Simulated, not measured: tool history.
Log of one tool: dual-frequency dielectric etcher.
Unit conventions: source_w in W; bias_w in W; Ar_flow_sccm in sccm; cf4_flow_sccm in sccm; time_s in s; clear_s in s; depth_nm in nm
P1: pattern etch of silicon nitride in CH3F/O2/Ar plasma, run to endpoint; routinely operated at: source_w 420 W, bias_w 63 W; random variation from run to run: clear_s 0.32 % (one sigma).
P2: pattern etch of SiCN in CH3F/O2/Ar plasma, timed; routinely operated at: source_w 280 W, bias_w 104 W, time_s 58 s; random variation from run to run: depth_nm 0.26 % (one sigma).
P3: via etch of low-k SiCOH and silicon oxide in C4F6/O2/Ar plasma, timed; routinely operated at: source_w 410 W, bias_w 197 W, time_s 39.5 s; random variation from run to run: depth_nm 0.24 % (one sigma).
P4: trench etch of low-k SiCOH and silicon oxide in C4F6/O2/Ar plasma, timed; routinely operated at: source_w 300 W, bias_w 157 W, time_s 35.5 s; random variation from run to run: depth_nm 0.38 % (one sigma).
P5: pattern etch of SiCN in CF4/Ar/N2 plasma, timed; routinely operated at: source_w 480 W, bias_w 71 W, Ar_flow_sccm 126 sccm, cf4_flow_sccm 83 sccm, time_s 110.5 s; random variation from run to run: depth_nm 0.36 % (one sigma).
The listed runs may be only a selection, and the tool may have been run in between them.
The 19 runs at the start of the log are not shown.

run 20 hour=155.3 | process=P5 source_w=480 bias_w=71 Ar_flow_sccm=86 cf4_flow_sccm=83 time_s=110.5 | depth_nm=103.72
run 21 hour=162.6 | process=P3 source_w=250 bias_w=197 time_s=39.5 | depth_nm=88.179
run 22 hour=167.7 | process=P5 source_w=480 bias_w=71 Ar_flow_sccm=126 cf4_flow_sccm=105 time_s=110.5 | depth_nm=101.84
run 23 hour=174.6 | process=P5 source_w=480 bias_w=71 Ar_flow_sccm=126 cf4_flow_sccm=83 time_s=162 | depth_nm=142.98
run 24 hour=182 | process=P5 source_w=480 bias_w=71 Ar_flow_sccm=126 cf4_flow_sccm=83 time_s=110.5 | depth_nm=98.171
run 25 hour=189.2 | process=P3 source_w=410 bias_w=197 time_s=23.5 | depth_nm=63.216
run 26 hour=200.6 | process=P1 source_w=270 bias_w=38 | clear_s=48.666
run 27 hour=211 | process=P1 source_w=420 bias_w=63 | clear_s=35.071
run 28 hour=221.3 | process=P1 source_w=420 bias_w=63 | clear_s=35.151
run 29 hour=230.7 | process=P2 source_w=200 bias_w=104 time_s=58 | depth_nm=19.241
run 30 hour=239.4 | process=P1 source_w=420 bias_w=85 | clear_s=31.692
run 31 hour=249.1 | process=P1 source_w=260 bias_w=63 | clear_s=42.009

Run 32, settings as shown, results not yet in. Your forecast:
run 32 hour=257.2 | process=P1 source_w=420 bias_w=63 | clear_s=?

clear_s: 35.241 s
